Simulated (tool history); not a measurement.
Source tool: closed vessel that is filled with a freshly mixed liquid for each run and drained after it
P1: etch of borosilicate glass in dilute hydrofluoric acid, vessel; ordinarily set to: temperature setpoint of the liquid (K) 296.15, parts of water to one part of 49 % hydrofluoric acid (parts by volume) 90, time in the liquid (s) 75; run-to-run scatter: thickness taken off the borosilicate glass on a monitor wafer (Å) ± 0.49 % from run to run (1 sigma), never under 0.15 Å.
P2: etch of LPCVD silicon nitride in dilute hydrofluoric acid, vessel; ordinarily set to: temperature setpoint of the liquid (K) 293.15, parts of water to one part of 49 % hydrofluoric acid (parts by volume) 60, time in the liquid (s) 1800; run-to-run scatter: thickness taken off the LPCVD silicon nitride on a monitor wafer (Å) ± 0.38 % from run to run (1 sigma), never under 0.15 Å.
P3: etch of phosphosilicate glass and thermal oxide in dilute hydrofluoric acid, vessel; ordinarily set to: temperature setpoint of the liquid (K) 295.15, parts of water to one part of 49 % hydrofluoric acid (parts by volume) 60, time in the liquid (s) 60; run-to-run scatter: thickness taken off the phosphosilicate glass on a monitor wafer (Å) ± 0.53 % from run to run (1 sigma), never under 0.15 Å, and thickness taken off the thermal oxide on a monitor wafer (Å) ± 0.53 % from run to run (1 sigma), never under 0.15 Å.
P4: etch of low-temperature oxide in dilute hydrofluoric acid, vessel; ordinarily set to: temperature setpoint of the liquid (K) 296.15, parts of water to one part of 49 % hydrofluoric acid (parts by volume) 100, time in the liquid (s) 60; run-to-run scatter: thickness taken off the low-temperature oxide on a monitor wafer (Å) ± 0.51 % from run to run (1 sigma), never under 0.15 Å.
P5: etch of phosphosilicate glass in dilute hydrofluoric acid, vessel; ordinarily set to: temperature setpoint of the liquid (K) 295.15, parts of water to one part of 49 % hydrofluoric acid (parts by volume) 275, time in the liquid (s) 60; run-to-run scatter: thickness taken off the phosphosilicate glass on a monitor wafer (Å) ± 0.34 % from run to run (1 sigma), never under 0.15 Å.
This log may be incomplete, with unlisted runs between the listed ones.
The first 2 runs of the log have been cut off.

run   hour  process that ran  temperature setpoint of the liquid (K)  parts of water to one part of 49 % hydrofluoric acid (parts by volume)  time in the liquid (s)  hours since the thermometer was replaced  hours since the hydrofluoric acid flow meter was replaced  thickness taken off the borosilicate glass on a monitor wafer (Å)  thickness taken off the low-temperature oxide on a monitor wafer (Å)  thickness taken off the phosphosilicate glass on a monitor wafer (Å)  thickness taken off the LPCVD silicon nitride on a monitor wafer (Å)  thickness taken off the thermal oxide on a monitor wafer (Å)
  3   28.1                P4                                  296.15                                                                     100                      35                                    1780.9                                                      273.5                                                                                                                                    75.49
  4   37.4                P1                                  300.65                                                                      90                      75                                    1790.2                                                      282.8                                                             304.16
  5     46                P1                                  296.15                                                                      90                      75                                    1798.8                                                      291.4                                                             255.17
  6   57.3                P5                                  295.15                                                                      55                      60                                    1810.1                                                      302.7                                                                                                                                                                                                         631.16
  7   66.7                P4                                  296.15                                                                     100                      60                                    1819.5                                                      312.1                                                                                                                                   129.38
  8   76.7                P1                                  296.15                                                                     160                      75                                    1829.5                                                      322.1                                                             133.79
  9   83.6                P2                                  299.15                                                                      60                    1800                                    1836.4                                                        329                                                                                                                                                                                                                                                                               162.08
 10   92.6                P5                                  295.15                                                                     275                      30                                    1845.4                                                        338                                                                                                                                                                                                         49.606
 11  101.9                P1                                  296.15                                                                      90                      75                                    1854.7                                                      347.3                                                             257.49
 12  109.4                P1                                  290.65                                                                      90                      75                                    1862.2                                                      354.8                                                             204.17
 13  116.8                P3                                  301.65                                                                      60                      60                                    1869.6                                                      362.2                                                                                                                                                                                                         824.25                                                                                                                              59.088
 14  126.2                P1                                  296.15                                                                     130                     120                                      1879                                                      371.6                                                             271.73
 15  135.2                P3                                  295.15                                                                      95                      60                                      1888                                                      380.6                                                                                                                                                                                                         383.51                                                                                                                              27.506
 16  143.1                P2                                  293.15                                                                      60                    1800                                    1895.9                                                      388.5                                                                                                                                                                                                                                                                                108.2
 17    151                P3                                  295.15                                                                      60                      60                                    1903.8                                                      396.4                                                                                                                                                                                                         630.62                                                                                                                              45.771
 18  165.9                P4                                  300.15                                                                     100                      60                                    1918.7                                                      411.3                                                                                                                                   152.51
 19  178.4                P3                                  295.15                                                                      60                      30                                    1931.2                                                      423.8                                                                                                                                                                                                         320.83                                                                                                                              22.845
 20  188.2                P5                                  295.15                                                                     275                      60                                      1941                                                      433.6                                                                                                                                                                                                         99.178
 21  196.4                P4                                  296.15                                                                      30                      60                                    1949.2                                                      441.8                                                                                                                                    473.4
 22  203.7                P3                                  295.15                                                                      60                      60                                    1956.5                                                      449.1                                                                                                                                                                                                         633.28                                                                                                                              45.119

For run 23, what comes out?
 23  212.5                P2                                  293.15                                                                      60                    1800                                    1965.3                                                      457.9                                                                                                                                                                                                                                                                                    ?

thickness taken off the LPCVD silicon nitride on a monitor wafer (Å): 108.28
